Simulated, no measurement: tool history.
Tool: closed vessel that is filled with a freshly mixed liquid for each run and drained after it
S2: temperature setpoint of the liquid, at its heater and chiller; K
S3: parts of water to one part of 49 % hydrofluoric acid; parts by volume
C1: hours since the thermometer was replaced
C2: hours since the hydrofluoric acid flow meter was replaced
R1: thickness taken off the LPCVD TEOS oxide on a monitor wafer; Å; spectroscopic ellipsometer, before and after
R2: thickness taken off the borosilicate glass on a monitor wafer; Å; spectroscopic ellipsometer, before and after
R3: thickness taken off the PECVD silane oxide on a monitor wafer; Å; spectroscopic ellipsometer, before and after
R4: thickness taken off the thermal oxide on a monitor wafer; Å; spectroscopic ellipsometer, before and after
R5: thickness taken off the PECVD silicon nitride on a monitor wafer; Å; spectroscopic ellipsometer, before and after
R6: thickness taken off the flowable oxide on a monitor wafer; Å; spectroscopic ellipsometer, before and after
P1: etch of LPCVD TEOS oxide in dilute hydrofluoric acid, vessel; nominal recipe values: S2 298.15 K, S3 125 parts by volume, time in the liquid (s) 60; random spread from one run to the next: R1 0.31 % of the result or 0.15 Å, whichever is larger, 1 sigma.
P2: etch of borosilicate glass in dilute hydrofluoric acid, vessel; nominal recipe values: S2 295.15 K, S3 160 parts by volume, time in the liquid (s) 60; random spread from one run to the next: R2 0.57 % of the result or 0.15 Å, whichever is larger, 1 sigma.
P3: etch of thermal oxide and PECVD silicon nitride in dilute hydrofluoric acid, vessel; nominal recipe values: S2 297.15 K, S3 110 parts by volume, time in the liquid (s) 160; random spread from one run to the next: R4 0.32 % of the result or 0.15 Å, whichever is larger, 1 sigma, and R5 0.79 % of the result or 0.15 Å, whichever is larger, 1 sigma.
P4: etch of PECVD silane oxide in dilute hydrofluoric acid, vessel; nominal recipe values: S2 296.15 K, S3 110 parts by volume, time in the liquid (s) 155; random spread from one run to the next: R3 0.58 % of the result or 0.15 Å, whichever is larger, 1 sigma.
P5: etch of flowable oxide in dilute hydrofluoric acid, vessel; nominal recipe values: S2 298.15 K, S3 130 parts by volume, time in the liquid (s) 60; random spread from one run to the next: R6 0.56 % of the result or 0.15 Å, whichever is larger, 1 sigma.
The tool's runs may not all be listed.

{"run": 1, "hour": 11.5, "process that ran": "P1", "S2": 298.15, "S3": 125, "time in the liquid (s)": 60, "C1": 550.7, "C2": 114.2, "R1": 167.62}
{"run": 2, "hour": 19.6, "process that ran": "P1", "S2": 298.15, "S3": 125, "time in the liquid (s)": 90, "C1": 558.8, "C2": 122.3, "R1": 250.26}
{"run": 3, "hour": 24.7, "process that ran": "P2", "S2": 295.15, "S3": 160, "time in the liquid (s)": 60, "C1": 563.9, "C2": 127.4, "R2": 178.91}
{"run": 4, "hour": 30.5, "process that ran": "P4", "S2": 296.15, "S3": 110, "time in the liquid (s)": 155, "C1": 569.7, "C2": 133.2, "R3": 198.64}
{"run": 5, "hour": 35.6, "process that ran": "P1", "S2": 298.15, "S3": 125, "time in the liquid (s)": 60, "C1": 574.8, "C2": 138.3, "R1": 167.74}
{"run": 6, "hour": 46.8, "process that ran": "P2", "S2": 295.15, "S3": 225, "time in the liquid (s)": 60, "C1": 586.0, "C2": 149.5, "R2": 118.1}
{"run": 7, "hour": 53.3, "process that ran": "P1", "S2": 298.15, "S3": 125, "time in the liquid (s)": 60, "C1": 592.5, "C2": 156.0, "R1": 168.4}
{"run": 8, "hour": 60.3, "process that ran": "P1", "S2": 298.15, "S3": 125, "time in the liquid (s)": 60, "C1": 599.5, "C2": 163.0, "R1": 167.18}
{"run": 9, "hour": 71.6, "process that ran": "P1", "S2": 298.15, "S3": 70, "time in the liquid (s)": 60, "C1": 610.8, "C2": 174.3, "R1": 321.27}
{"run": 10, "hour": 78.1, "process that ran": "P3", "S2": 297.15, "S3": 110, "time in the liquid (s)": 160, "C1": 617.3, "C2": 180.8, "R4": 64.05, "R5": 31.754}
{"run": 11, "hour": 88.1, "process that ran": "P1", "S2": 291.65, "S3": 125, "time in the liquid (s)": 30, "C1": 627.3, "C2": 190.8, "R1": 64.645}
{"run": 12, "hour": 97.1, "process that ran": "P2", "S2": 295.15, "S3": 160, "time in the liquid (s)": 60, "C1": 636.3, "C2": 199.8, "R2": 176.44}
{"run": 13, "hour": 102.4, "process that ran": "P5", "S2": 298.15, "S3": 80, "time in the liquid (s)": 60, "C1": 641.6, "C2": 205.1, "R6": 219.22}
{"run": 14, "hour": 112.1, "process that ran": "P1", "S2": 298.15, "S3": 125, "time in the liquid (s)": 30, "C1": 651.3, "C2": 214.8, "R1": 83.405}
{"run": 15, "hour": 118.3, "process that ran": "P4", "S2": 296.15, "S3": 110, "time in the liquid (s)": 275, "C1": 657.5, "C2": 221.0, "R3": 351.09}
{"run": 16, "hour": 127.0, "process that ran": "P3", "S2": 302.15, "S3": 110, "time in the liquid (s)": 160, "C1": 666.2, "C2": 229.7, "R4": 78.225, "R5": 43.191}
{"run": 17, "hour": 138.2, "process that ran": "P4", "S2": 291.65, "S3": 110, "time in the liquid (s)": 155, "C1": 677.4, "C2": 240.9, "R3": 163.98}
{"run": 18, "hour": 149.8, "process that ran": "P3", "S2": 297.15, "S3": 185, "time in the liquid (s)": 160, "C1": 689.0, "C2": 252.5, "R4": 34.628, "R5": 18.952}
{"run": 19, "hour": 156.4, "process that ran": "P2", "S2": 295.15, "S3": 160, "time in the liquid (s)": 30, "C1": 695.6, "C2": 259.1, "R2": 88.406}
{"run": 20, "hour": 165.2, "process that ran": "P5", "S2": 298.15, "S3": 130, "time in the liquid (s)": 60, "C1": 704.4, "C2": 267.9, "R6": 128.11}
{"run": 21, "hour": 172.5, "process that ran": "P1", "S2": 305.15, "S3": 125, "time in the liquid (s)": 60, "C1": 711.7, "C2": 275.2, "R1": 217.42}
{"run": 22, "hour": 177.9, "process that ran": "P1", "S2": 294.65, "S3": 125, "time in the liquid (s)": 60, "C1": 717.1, "C2": 280.6, "R1": 145.91}
{"run": 23, "hour": 186.5, "process that ran": "P5", "S2": 305.65, "S3": 130, "time in the liquid (s)": 60, "C1": 725.7, "C2": 289.2, "R6": 168.51}
{"run": 24, "hour": 197.7, "process that ran": "P3", "S2": 297.15, "S3": 110, "time in the liquid (s)": 85, "C1": 736.9, "C2": 300.4, "R4": 33.99, "R5": 16.654}
{"run": 25, "hour": 203.8, "process that ran": "P5", "S2": 298.15, "S3": 130, "time in the liquid (s)": 100, "C1": 743.0, "C2": 306.5, "R6": 210.98}
{"run": 26, "hour": 214.0, "process that ran": "P2", "S2": 302.15, "S3": 160, "time in the liquid (s)": 60, "C1": 753.2, "C2": 316.7, "R2": 231.87}
{"run": 27, "hour": 224.0, "process that ran": "P1", "S2": 291.65, "S3": 125, "time in the liquid (s)": 35, "C1": 763.2, "C2": 326.7, "R1": 75.7}
{"run": 28, "hour": 231.0, "process that ran": "P1", "S2": 298.15, "S3": 125, "time in the liquid (s)": 60, "C1": 770.2, "C2": 333.7, "R1": 167.24}
{"run": 29, "hour": 237.6, "process that ran": "P1", "S2": 298.15, "S3": 205, "time in the liquid (s)": 60, "C1": 776.8, "C2": 340.3, "R1": 93.031}
{"run": 30, "hour": 246.4, "process that ran": "P5", "S2": 298.15, "S3": 130, "time in the liquid (s)": 60, "C1": 785.6, "C2": 349.1, "R6": 126.37}
{"run": 31, "hour": 257.1, "process that ran": "P4", "S2": 296.15, "S3": 200, "time in the liquid (s)": 155, "C1": 796.3, "C2": 359.8, "R3": 98.635}
{"run": 32, "hour": 263.3, "process that ran": "P1", "S2": 298.15, "S3": 125, "time in the liquid (s)": 60, "C1": 802.5, "C2": 366.0, "R1": 167.79}
{"run": 33, "hour": 271.8, "process that ran": "P1", "S2": 298.15, "S3": 125, "time in the liquid (s)": 60, "C1": 811.0, "C2": 374.5, "R1": 164.35}
{"run": 34, "hour": 279.2, "process that ran": "P1", "S2": 298.15, "S3": 125, "time in the liquid (s)": 60, "C1": 818.4, "C2": 381.9, "R1": 160.68}
{"run": 35, "hour": 289.1, "process that ran": "P1", "S2": 298.15, "S3": 125, "time in the liquid (s)": 60, "C1": 828.3, "C2": 391.8, "R1": 158.45}
{"run": 36, "hour": 300.2, "process that ran": "P1", "S2": 298.15, "S3": 125, "time in the liquid (s)": 60, "C1": 839.4, "C2": 402.9, "R1": 156.46}
{"run": 37, "hour": 308.7, "process that ran": "P1", "S2": 298.15, "S3": 125, "time in the liquid (s)": 60, "C1": 847.9, "C2": 411.4, "R1": 155.98}
{"run": 38, "hour": 314.5, "process that ran": "P1", "S2": 298.15, "S3": 125, "time in the liquid (s)": 60, "C1": 853.7, "C2": 417.2, "R1": 155.72}
{"run": 39, "hour": 319.5, "process that ran": "P1", "S2": 298.15, "S3": 125, "time in the liquid (s)": 60, "C1": 858.7, "C2": 422.2, "R1": 153.84}
{"run": 40, "hour": 327.4, "process that ran": "P1", "S2": 298.15, "S3": 125, "time in the liquid (s)": 60, "C1": 866.6, "C2": 430.1, "R1": 155.09}
{"run": 41, "hour": 337.9, "process that ran": "P1", "S2": 298.15, "S3": 125, "time in the liquid (s)": 60, "C1": 877.1, "C2": 440.6, "R1": 154.07}
{"run": 42, "hour": 348.8, "process that ran": "P1", "S2": 298.15, "S3": 125, "time in the liquid (s)": 60, "C1": 888.0, "C2": 451.5, "R1": 153.98}
{"run": 43, "hour": 358.3, "process that ran": "P1", "S2": 298.15, "S3": 125, "time in the liquid (s)": 60, "C1": 897.5, "C2": 461.0, "R1": 154.32}

The log shows P1 creeping away from where it was. Any of the 2 causes listed here, at the size stated for it, fits the log just as well as the others:
A: liquid colder than its thermometer reads (K) = 2.16
B: hydrofluoric acid flow below the setpoint (%) = 6.98
The process output started creeping at around hour 263.3.

Below are 4 check runs, each averaged over 2 wafers, with their results shown as question marks. Which of them would give clearly different results depending on which cause is behind the drift?
{"run": "check 1", "hour": 367.8, "process that ran": "P4", "S2": 293.15, "S3": 110, "time in the liquid (s)": 155, "R3": "?"}
{"run": "check 2", "hour": 367.8, "process that ran": "P5", "S2": 304.15, "S3": 80, "time in the liquid (s)": 60, "R6": "?"}
{"run": "check 3", "hour": 367.8, "process that ran": "P2", "S2": 298.65, "S3": 160, "time in the liquid (s)": 30, "R2": "?"}
{"run": "check 4", "hour": 367.8, "process that ran": "P3", "S2": 297.15, "S3": 110, "time in the liquid (s)": 95, "R4": "?", "R5": "?"}

If the cause were each of the candidates in turn, the checks would give the following:
check=check_1 result=R3 if_A=160.210 if_B=161.450
check=check_2 result=R6 if_A=255.53 if_B=255.85
check=check_3 result=R2 if_A=93.300 if_B=92.867
check=check_4 result=R4 if_A=34.976 if_B=35.101
check=check_4 result=R5 if_A=16.178 if_B=17.378
Distance between the nearest two causes, measured in the result of the check that separates them most: check 1 0.77 %; check 2 0.12 %; check 3 0.46 %; check 4 7.15 %
Check 4 tells the causes apart: in the others they would give nearly the same result.

With check 4 done, the readings were: R4 34.985 Å; R5 17.190 Å. Identify which of the listed causes applies.

It is B: hydrofluoric acid flow below the setpoint (%).
